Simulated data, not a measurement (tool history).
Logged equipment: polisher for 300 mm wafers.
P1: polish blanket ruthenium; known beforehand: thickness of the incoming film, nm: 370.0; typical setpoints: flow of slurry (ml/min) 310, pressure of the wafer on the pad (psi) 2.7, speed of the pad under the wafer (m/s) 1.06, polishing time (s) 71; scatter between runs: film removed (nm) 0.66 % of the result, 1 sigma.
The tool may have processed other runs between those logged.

run,hour,flow of slurry (ml/min),pressure of the wafer on the pad (psi),speed of the pad under the wafer (m/s),polishing time (s),film removed (nm)
1,15.5,310,2.7,1.06,71,98.99
2,28.3,310,2.7,1.06,71,98.632
3,36.1,310,1.3,1.06,71,47.403
4,49.2,310,2.7,1.06,100,138.66
5,57.7,310,2.7,1.06,71,99.861
6,71.8,310,2.7,1.06,71,99.459
7,79.2,310,2.7,1.66,71,155.22
8,92.7,460,2.7,1.06,71,103.39
9,105.1,185,2.7,1.06,71,94.431
10,118.4,310,2.7,1.06,71,98.824
11,127.8,310,3.3,1.06,49,83.355
12,141.3,310,2.7,1.06,46,64.084
13,154.7,310,2.7,0.76,71,70.617
14,169.8,310,3.8,1.06,71,140.02
15,184.2,310,2.7,1.06,71,98.748
16,194.4,310,2.7,1.06,71,98.499
17,210.2,310,2.7,1.06,71,98.405
18,220.8,310,2.7,1.06,71,97.496

Run 19 comes next. What will it give?
19,234.9,310,2.7,1.06,71,?

For run 19 the tool returned film removed (nm) 96.452.

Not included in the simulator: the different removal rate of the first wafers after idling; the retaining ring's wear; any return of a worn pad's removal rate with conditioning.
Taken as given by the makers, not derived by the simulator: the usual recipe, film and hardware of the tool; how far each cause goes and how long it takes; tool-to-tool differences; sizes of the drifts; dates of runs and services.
